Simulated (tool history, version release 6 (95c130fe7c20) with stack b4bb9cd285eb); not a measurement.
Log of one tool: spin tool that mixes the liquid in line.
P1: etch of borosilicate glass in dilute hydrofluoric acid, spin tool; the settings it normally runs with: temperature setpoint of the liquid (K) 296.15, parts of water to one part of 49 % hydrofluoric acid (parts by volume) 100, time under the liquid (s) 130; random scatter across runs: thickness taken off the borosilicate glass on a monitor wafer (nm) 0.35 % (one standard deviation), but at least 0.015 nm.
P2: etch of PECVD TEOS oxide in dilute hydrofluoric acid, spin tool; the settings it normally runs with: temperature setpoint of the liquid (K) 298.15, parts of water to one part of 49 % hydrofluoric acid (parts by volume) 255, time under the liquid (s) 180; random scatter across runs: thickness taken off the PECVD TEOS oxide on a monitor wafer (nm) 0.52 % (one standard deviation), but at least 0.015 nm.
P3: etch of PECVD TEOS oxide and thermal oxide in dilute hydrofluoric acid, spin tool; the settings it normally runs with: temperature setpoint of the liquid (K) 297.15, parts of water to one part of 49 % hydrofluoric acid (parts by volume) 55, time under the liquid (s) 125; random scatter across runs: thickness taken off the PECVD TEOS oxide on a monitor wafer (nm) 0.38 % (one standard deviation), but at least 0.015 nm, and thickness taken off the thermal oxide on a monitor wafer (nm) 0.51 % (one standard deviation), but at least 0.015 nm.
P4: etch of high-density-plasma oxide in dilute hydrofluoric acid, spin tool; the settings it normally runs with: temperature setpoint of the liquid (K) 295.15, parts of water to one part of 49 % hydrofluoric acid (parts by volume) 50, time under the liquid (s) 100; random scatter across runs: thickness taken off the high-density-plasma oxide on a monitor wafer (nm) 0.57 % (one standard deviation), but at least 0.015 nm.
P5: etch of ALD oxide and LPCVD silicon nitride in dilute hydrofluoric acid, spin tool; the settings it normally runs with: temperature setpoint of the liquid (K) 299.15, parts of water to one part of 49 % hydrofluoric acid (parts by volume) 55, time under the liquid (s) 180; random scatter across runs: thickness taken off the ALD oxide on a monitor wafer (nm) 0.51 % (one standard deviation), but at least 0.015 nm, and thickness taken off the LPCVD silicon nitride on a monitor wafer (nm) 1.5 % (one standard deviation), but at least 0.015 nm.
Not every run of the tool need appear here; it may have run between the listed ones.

| run | hour | process that ran | temperature setpoint of the liquid (K) | parts of water to one part of 49 % hydrofluoric acid (parts by volume) | time under the liquid (s) | hours since the thermometer was replaced | hours since the hydrofluoric acid flow meter was replaced | thickness taken off the borosilicate glass on a monitor wafer (nm) | thickness taken off the PECVD TEOS oxide on a monitor wafer (nm) | thickness taken off the thermal oxide on a monitor wafer (nm) | thickness taken off the high-density-plasma oxide on a monitor wafer (nm) | thickness taken off the ALD oxide on a monitor wafer (nm) | thickness taken off the LPCVD silicon nitride on a monitor wafer (nm) |
|---|---|---|---|---|---|---|---|---|---|---|---|---|---|
| 1 | 2.5 | P1 | 296.15 | 100 | 130 | 614.7 | 484.6 | 55.178 |  |  |  |  |  |
| 2 | 6.3 | P2 | 298.15 | 255 | 180 | 618.5 | 488.4 |  | 9.1055 |  |  |  |  |
| 3 | 11 | P3 | 290.15 | 55 | 125 | 623.2 | 493.1 |  | 38.382 | 8.6139 |  |  |  |
| 4 | 13.4 | P4 | 295.15 | 50 | 100 | 625.6 | 495.5 |  |  |  | 15.796 |  |  |
|  | 15.4 | thermometer replaced |
| 5 | 17.1 | P4 | 295.15 | 50 | 100 | 1.7 | 499.2 |  |  |  | 16 |  |  |
| 6 | 20.8 | P4 | 295.15 | 80 | 100 | 5.4 | 502.9 |  |  |  | 9.5449 |  |  |
| 7 | 24.3 | P2 | 298.15 | 40 | 180 | 8.9 | 506.4 |  | 74.588 |  |  |  |  |
| 8 | 28.8 | P2 | 298.15 | 255 | 45 | 13.4 | 510.9 |  | 2.297 |  |  |  |  |
| 9 | 33.6 | P5 | 299.15 | 55 | 30 | 18.2 | 515.7 |  |  |  |  | 6.6203 | 0.29469 |
| 10 | 37.2 | P4 | 295.15 | 50 | 175 | 21.8 | 519.3 |  |  |  | 27.83 |  |  |
| 11 | 42 | P1 | 296.15 | 100 | 130 | 26.6 | 524.1 | 55.204 |  |  |  |  |  |
| 12 | 44.6 | P3 | 297.15 | 100 | 125 | 29.2 | 526.7 |  | 26.747 | 5.946 |  |  |  |
| 13 | 47.8 | P4 | 303.15 | 50 | 100 | 32.4 | 529.9 |  |  |  | 22.063 |  |  |
| 14 | 49.9 | P3 | 297.15 | 55 | 15 | 34.5 | 532 |  | 6.2239 | 1.3822 |  |  |  |
| 15 | 53.2 | P2 | 290.65 | 255 | 180 | 37.8 | 535.3 |  | 6.8886 |  |  |  |  |
| 16 | 55.9 | P1 | 291.65 | 100 | 130 | 40.5 | 538 | 45.866 |  |  |  |  |  |
| 17 | 58 | P1 | 296.15 | 100 | 130 | 42.6 | 540.1 | 55.022 |  |  |  |  |  |
| 18 | 61.5 | P5 | 299.15 | 25 | 180 | 46.1 | 543.6 |  |  |  |  | 89.923 | 3.842 |
| 19 | 66.3 | P1 | 296.15 | 100 | 215 | 50.9 | 548.4 | 91.746 |  |  |  |  |  |
| 20 | 69.2 | P5 | 304.65 | 55 | 180 | 53.8 | 551.3 |  |  |  |  | 48.343 | 2.5747 |
| 21 | 72.6 | P1 | 296.15 | 100 | 15 | 57.2 | 554.7 | 6.3889 |  |  |  |  |  |
| 22 | 76.6 | P1 | 300.15 | 100 | 130 | 61.2 | 558.7 | 64.538 |  |  |  |  |  |
| 23 | 79.9 | P5 | 299.15 | 55 | 180 | 64.5 | 562 |  |  |  |  | 39.05 | 1.7781 |
| 24 | 83.7 | P3 | 297.15 | 55 | 125 | 68.3 | 565.8 |  | 51.897 | 11.47 |  |  |  |
| 25 | 87.4 | P1 | 296.15 | 100 | 130 | 72 | 569.5 | 55.077 |  |  |  |  |  |
| 26 | 91.1 | P5 | 299.15 | 55 | 180 | 75.7 | 573.2 |  |  |  |  | 39.308 | 1.769 |
|  | 93.5 | hydrofluoric acid flow meter replaced |
| 27 | 95.7 | P1 | 296.15 | 150 | 130 | 80.3 | 2.2 | 34.579 |  |  |  |  |  |
| 28 | 100.1 | P1 | 290.15 | 100 | 50 | 84.7 | 6.6 | 16.399 |  |  |  |  |  |
| 29 | 102.6 | P1 | 296.15 | 40 | 130 | 87.2 | 9.1 | 149.66 |  |  |  |  |  |
| 30 | 106.9 | P2 | 298.15 | 255 | 180 | 91.5 | 13.4 |  | 9.0688 |  |  |  |  |
| 31 | 110.9 | P1 | 296.15 | 100 | 130 | 95.5 | 17.4 | 55.625 |  |  |  |  |  |
| 32 | 114.1 | P1 | 296.15 | 100 | 130 | 98.7 | 20.6 | 57.844 |  |  |  |  |  |
| 33 | 116.5 | P1 | 296.15 | 100 | 130 | 101.1 | 23 | 58.433 |  |  |  |  |  |
| 34 | 120.7 | P1 | 296.15 | 100 | 130 | 105.3 | 27.2 | 59.618 |  |  |  |  |  |
| 35 | 123.8 | P1 | 296.15 | 100 | 130 | 108.4 | 30.3 | 59.94 |  |  |  |  |  |
| 36 | 126.2 | P1 | 296.15 | 100 | 130 | 110.8 | 32.7 | 59.816 |  |  |  |  |  |
| 37 | 129.2 | P1 | 296.15 | 100 | 130 | 113.8 | 35.7 | 60.065 |  |  |  |  |  |
| 38 | 131.6 | P1 | 296.15 | 100 | 130 | 116.2 | 38.1 | 60.422 |  |  |  |  |  |

The log shows P1 creeping away from where it was. Any of the 2 causes listed here, at the size stated for it, fits the log just as well as the others:
A: hydrofluoric acid flow above the setpoint (%) = 8.04
B: liquid hotter than its thermometer reads (K) = 2.18
The creep began at about hour 110.9.

You are offered 4 check runs, listed below with question marks in place of their results; each one averages 5 wafers. Which run separates the listed causes by giving clearly different results for each?
| check 1 | 134 | P4 | 302.65 | 75 | 100 |  |  |  |  |  | ? |  |  |
| check 2 | 134 | P3 | 297.15 | 100 | 15 |  |  |  | ? | ? |  |  |  |
| check 3 | 134 | P5 | 302.65 | 55 | 180 |  |  |  |  |  |  | ? | ? |
| check 4 | 134 | P2 | 298.15 | 125 | 70 |  |  |  | ? |  |  |  |  |

Check results expected under each cause:
| check | result | if A | if B |
|---|---|---|---|
| check 1 | thickness taken off the high-density-plasma oxide on a monitor wafer (nm) | 15.085 | 15.05 |
| check 2 | thickness taken off the PECVD TEOS oxide on a monitor wafer (nm) | 3.5024 | 3.4989 |
| check 2 | thickness taken off the thermal oxide on a monitor wafer (nm) | 0.78083 | 0.78006 |
| check 3 | thickness taken off the ALD oxide on a monitor wafer (nm) | 49.011 | 49.073 |
| check 3 | thickness taken off the LPCVD silicon nitride on a monitor wafer (nm) | 2.4116 | 2.5686 |
| check 4 | thickness taken off the PECVD TEOS oxide on a monitor wafer (nm) | 9.1289 | 9.0786 |
Separation of the two closest causes in each check, using whichever result separates them best: check 1 0.23 %; check 2 0.1 %; check 3 6.31 %; check 4 0.55 %
Check 3 distinguishes between the causes, while the remaining checks would return nearly the same result for all of them.

Check 3 has now been run. It gave: thickness taken off the ALD oxide on a monitor wafer (nm) 49.101; thickness taken off the LPCVD silicon nitride on a monitor wafer (nm) 2.413. Which of the candidate causes is it?

Of the candidate causes, it is A: hydrofluoric acid flow above the setpoint (%).
